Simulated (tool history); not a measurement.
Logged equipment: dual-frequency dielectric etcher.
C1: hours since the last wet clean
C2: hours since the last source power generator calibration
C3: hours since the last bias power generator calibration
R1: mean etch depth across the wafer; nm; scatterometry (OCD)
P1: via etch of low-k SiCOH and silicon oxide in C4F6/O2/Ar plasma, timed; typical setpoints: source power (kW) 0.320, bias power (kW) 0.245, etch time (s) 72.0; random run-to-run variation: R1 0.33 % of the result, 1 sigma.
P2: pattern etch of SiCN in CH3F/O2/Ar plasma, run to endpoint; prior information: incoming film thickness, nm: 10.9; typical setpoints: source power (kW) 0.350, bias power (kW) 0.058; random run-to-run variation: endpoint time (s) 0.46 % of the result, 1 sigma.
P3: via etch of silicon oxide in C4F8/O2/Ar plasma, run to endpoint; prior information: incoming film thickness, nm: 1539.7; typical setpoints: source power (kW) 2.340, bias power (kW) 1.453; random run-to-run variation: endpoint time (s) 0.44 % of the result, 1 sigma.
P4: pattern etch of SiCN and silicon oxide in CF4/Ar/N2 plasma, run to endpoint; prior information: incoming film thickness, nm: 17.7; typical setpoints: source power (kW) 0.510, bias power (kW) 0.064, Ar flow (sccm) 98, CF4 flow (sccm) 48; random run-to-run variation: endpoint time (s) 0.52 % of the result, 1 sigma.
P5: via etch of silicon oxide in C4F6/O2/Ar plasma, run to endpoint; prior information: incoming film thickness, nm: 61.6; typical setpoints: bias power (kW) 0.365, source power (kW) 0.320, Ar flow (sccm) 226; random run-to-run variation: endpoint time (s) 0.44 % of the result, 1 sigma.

{"run": 1, "hour": 6.0, "process that ran": "P1", "source power (kW)": 0.32, "bias power (kW)": 0.245, "etch time (s)": 72.0, "C1": 298.7, "C2": 1953.8, "C3": 281.1, "R1": 204.47}
{"run": 2, "hour": 9.3, "process that ran": "P5", "source power (kW)": 0.32, "bias power (kW)": 0.365, "Ar flow (sccm)": 314, "C1": 302.0, "C2": 1957.1, "C3": 284.4, "endpoint time (s)": 16.526}
{"run": 3, "hour": 15.3, "process that ran": "P4", "source power (kW)": 0.51, "bias power (kW)": 0.043, "Ar flow (sccm)": 98, "CF4 flow (sccm)": 48, "C1": 308.0, "C2": 1963.1, "C3": 290.4, "endpoint time (s)": 23.782}
{"run": 4, "hour": 21.2, "process that ran": "P1", "source power (kW)": 0.32, "bias power (kW)": 0.245, "etch time (s)": 54.0, "C1": 313.9, "C2": 1969.0, "C3": 296.3, "R1": 153.78}
{"run": 5, "hour": 26.6, "process that ran": "P4", "source power (kW)": 0.51, "bias power (kW)": 0.064, "Ar flow (sccm)": 98, "CF4 flow (sccm)": 64, "C1": 319.3, "C2": 1974.4, "C3": 301.7, "endpoint time (s)": 19.817}
{"run": 6, "hour": 30.3, "process that ran": "P1", "source power (kW)": 0.32, "bias power (kW)": 0.171, "etch time (s)": 72.0, "C1": 323.0, "C2": 1978.1, "C3": 305.4, "R1": 183.06}
{"run": 7, "hour": 34.0, "process that ran": "P5", "source power (kW)": 0.25, "bias power (kW)": 0.365, "Ar flow (sccm)": 226, "C1": 326.7, "C2": 1981.8, "C3": 309.1, "endpoint time (s)": 17.481}
{"run": 8, "hour": 37.8, "process that ran": "P1", "source power (kW)": 0.32, "bias power (kW)": 0.245, "etch time (s)": 72.0, "C1": 330.5, "C2": 1985.6, "C3": 312.9, "R1": 205.68}
{"run": 9, "hour": 44.4, "process that ran": "P5", "source power (kW)": 0.32, "bias power (kW)": 0.365, "Ar flow (sccm)": 226, "C1": 337.1, "C2": 1992.2, "C3": 319.5, "endpoint time (s)": 15.939}
{"run": 10, "hour": 47.7, "process that ran": "P5", "source power (kW)": 0.32, "bias power (kW)": 0.365, "Ar flow (sccm)": 226, "C1": 340.4, "C2": 1995.5, "C3": 322.8, "endpoint time (s)": 15.866}
{"run": 11, "hour": 52.4, "process that ran": "P2", "source power (kW)": 0.35, "bias power (kW)": 0.058, "C1": 345.1, "C2": 2000.2, "C3": 327.5, "endpoint time (s)": 32.231}
{"run": 12, "hour": 55.7, "process that ran": "P4", "source power (kW)": 0.51, "bias power (kW)": 0.064, "Ar flow (sccm)": 59, "CF4 flow (sccm)": 48, "C1": 348.4, "C2": 2003.5, "C3": 330.8, "endpoint time (s)": 19.064}
{"run": 13, "hour": 61.6, "process that ran": "P5", "source power (kW)": 0.32, "bias power (kW)": 0.23, "Ar flow (sccm)": 226, "C1": 354.3, "C2": 2009.4, "C3": 336.7, "endpoint time (s)": 18.689}
{"run": 14, "hour": 67.4, "process that ran": "P1", "source power (kW)": 0.32, "bias power (kW)": 0.245, "etch time (s)": 104.5, "C1": 360.1, "C2": 2015.2, "C3": 342.5, "R1": 296.73}
{"run": 15, "hour": 71.5, "process that ran": "P3", "source power (kW)": 1.4, "bias power (kW)": 1.453, "C1": 364.2, "C2": 2019.3, "C3": 346.6, "endpoint time (s)": 376.68}
{"run": 16, "hour": 75.0, "process that ran": "P1", "source power (kW)": 0.27, "bias power (kW)": 0.155, "etch time (s)": 72.0, "C1": 367.7, "C2": 2022.8, "C3": 350.1, "R1": 165.29}
{"run": 17, "hour": 79.4, "process that ran": "P1", "source power (kW)": 0.21, "bias power (kW)": 0.245, "etch time (s)": 72.0, "C1": 372.1, "C2": 2027.2, "C3": 354.5, "R1": 175.45}
{"run": 18, "hour": 84.1, "process that ran": "P4", "source power (kW)": 0.41, "bias power (kW)": 0.064, "Ar flow (sccm)": 98, "CF4 flow (sccm)": 48, "C1": 376.8, "C2": 2031.9, "C3": 359.2, "endpoint time (s)": 24.839}
{"run": 19, "hour": 88.7, "process that ran": "P1", "source power (kW)": 0.32, "bias power (kW)": 0.307, "etch time (s)": 72.0, "C1": 381.4, "C2": 2036.5, "C3": 363.8, "R1": 222.49}
{"run": 20, "hour": 94.1, "process that ran": "P1", "source power (kW)": 0.4, "bias power (kW)": 0.183, "etch time (s)": 72.0, "C1": 386.8, "C2": 2041.9, "C3": 369.2, "R1": 203.51}
{"run": 21, "hour": 98.8, "process that ran": "P1", "source power (kW)": 0.4, "bias power (kW)": 0.245, "etch time (s)": 72.0, "C1": 391.5, "C2": 2046.6, "C3": 373.9, "R1": 223.27}
{"run": 22, "hour": 103.3, "process that ran": "P2", "source power (kW)": 0.49, "bias power (kW)": 0.058, "C1": 396.0, "C2": 2051.1, "C3": 378.4, "endpoint time (s)": 28.695}
{"run": 23, "hour": 107.8, "process that ran": "P4", "source power (kW)": 0.51, "bias power (kW)": 0.064, "Ar flow (sccm)": 98, "CF4 flow (sccm)": 48, "C1": 400.5, "C2": 2055.6, "C3": 382.9, "endpoint time (s)": 20.635}
{"run": 24, "hour": 112.8, "process that ran": "P3", "source power (kW)": 2.34, "bias power (kW)": 1.07, "C1": 405.5, "C2": 2060.6, "C3": 387.9, "endpoint time (s)": 331.72}
{"run": 25, "hour": 116.4, "process that ran": "P1", "source power (kW)": 0.32, "bias power (kW)": 0.245, "etch time (s)": 72.0, "C1": 409.1, "C2": 2064.2, "C3": 391.5, "R1": 204.33}
{"run": 26, "hour": 119.7, "process that ran": "P1", "source power (kW)": 0.32, "bias power (kW)": 0.245, "etch time (s)": 72.0, "C1": 412.4, "C2": 2067.5, "C3": 394.8, "R1": 204.42}
{"run": 27, "hour": 125.5, "process that ran": "P1", "source power (kW)": 0.32, "bias power (kW)": 0.245, "etch time (s)": 72.0, "C1": 418.2, "C2": 2073.3, "C3": 400.6, "R1": 204.55}
{"run": 28, "hour": 132.2, "process that ran": "P3", "source power (kW)": 2.34, "bias power (kW)": 1.453, "C1": 424.9, "C2": 2080.0, "C3": 407.3, "endpoint time (s)": 304.13}
{"run": 29, "hour": 135.7, "process that ran": "P2", "source power (kW)": 0.35, "bias power (kW)": 0.058, "C1": 428.4, "C2": 2083.5, "C3": 410.8, "endpoint time (s)": 32.522}
{"run": 30, "hour": 139.8, "process that ran": "P2", "source power (kW)": 0.35, "bias power (kW)": 0.043, "C1": 432.5, "C2": 2087.6, "C3": 414.9, "endpoint time (s)": 35.963}
{"run": 31, "hour": 145.7, "process that ran": "P1", "source power (kW)": 0.32, "bias power (kW)": 0.245, "etch time (s)": 72.0, "C1": 438.4, "C2": 2093.5, "C3": 420.8, "R1": 204.98}
{"run": 32, "hour": 150.4, "process that ran": "P1", "source power (kW)": 0.32, "bias power (kW)": 0.245, "etch time (s)": 72.0, "C1": 443.1, "C2": 2098.2, "C3": 425.5, "R1": 203.57}
{"run": 33, "hour": 155.9, "process that ran": "P1", "source power (kW)": 0.32, "bias power (kW)": 0.245, "etch time (s)": 72.0, "C1": 448.6, "C2": 2103.7, "C3": 431.0, "R1": 203.21}
{"run": 34, "hour": 161.1, "process that ran": "P1", "source power (kW)": 0.32, "bias power (kW)": 0.245, "etch time (s)": 72.0, "C1": 453.8, "C2": 2108.9, "C3": 436.2, "R1": 201.92}
{"run": 35, "hour": 165.3, "process that ran": "P1", "source power (kW)": 0.32, "bias power (kW)": 0.245, "etch time (s)": 72.0, "C1": 458.0, "C2": 2113.1, "C3": 440.4, "R1": 202.23}
{"run": 36, "hour": 169.9, "process that ran": "P1", "source power (kW)": 0.32, "bias power (kW)": 0.245, "etch time (s)": 72.0, "C1": 462.6, "C2": 2117.7, "C3": 445.0, "R1": 203.33}
{"run": 37, "hour": 173.6, "process that ran": "P1", "source power (kW)": 0.32, "bias power (kW)": 0.245, "etch time (s)": 72.0, "C1": 466.3, "C2": 2121.4, "C3": 448.7, "R1": 201.65}
{"hour": 177.2, "done": "wet clean of the chamber"}
{"run": 38, "hour": 178.7, "process that ran": "P1", "source power (kW)": 0.32, "bias power (kW)": 0.245, "etch time (s)": 72.0, "C1": 1.6, "C2": 2126.5, "C3": 453.8, "R1": 202.02}
{"run": 39, "hour": 184.3, "process that ran": "P1", "source power (kW)": 0.32, "bias power (kW)": 0.245, "etch time (s)": 72.0, "C1": 7.2, "C2": 2132.1, "C3": 459.4, "R1": 200.31}
{"run": 40, "hour": 188.4, "process that ran": "P1", "source power (kW)": 0.32, "bias power (kW)": 0.245, "etch time (s)": 72.0, "C1": 11.3, "C2": 2136.2, "C3": 463.5, "R1": 201.89}

What P1 gives has crept away from where it was. These 2 causes fit the log equally well, each at the size given:
A: bias power that arrives under what is set, % = 4.74
B: source power that arrives under what is set, % = 4.24
At approximately hour 145.7, the process output began to creep.
Ruled out, with reasons:
chamber walls in a state that lowers the etch rate, %: work on it at hour 177.2, done after the drift set in, did not restore what the process gave before

4 check runs are offered, each on 3 wafers whose results are averaged, their results left as question marks. Which one tells the causes apart?
{"run": "check 1", "hour": 192.5, "process that ran": "P5", "source power (kW)": 0.32, "bias power (kW)": 0.365, "Ar flow (sccm)": 306, "endpoint time (s)": "?"}
{"run": "check 2", "hour": 192.5, "process that ran": "P2", "source power (kW)": 0.35, "bias power (kW)": 0.044, "endpoint time (s)": "?"}
{"run": "check 3", "hour": 192.5, "process that ran": "P4", "source power (kW)": 0.44, "bias power (kW)": 0.064, "Ar flow (sccm)": 64, "CF4 flow (sccm)": 48, "endpoint time (s)": "?"}
{"run": "check 4", "hour": 192.5, "process that ran": "P3", "source power (kW)": 1.43, "bias power (kW)": 1.149, "endpoint time (s)": "?"}

Outcome of each check run for each possible cause:
check=check_1 result=endpoint_time_(s) if_A=16.765 if_B=16.744
check=check_2 result=endpoint_time_(s) if_A=36.116 if_B=36.171
check=check_3 result=endpoint_time_(s) if_A=22.324 if_B=22.835
check=check_4 result=endpoint_time_(s) if_A=402.040 if_B=404.180
Smallest distance between any two causes, each pair judged by its most separating result, in per cent: check 1 0.13 %; check 2 0.15 %; check 3 2.27 %; check 4 0.53 %
Only check 3 tells the causes apart: in the others they would give nearly the same result.

The results of check 3 are: endpoint time (s) 22.822. Based on these, which of the listed causes is it?

The cause is B: source power that arrives under what is set, %.
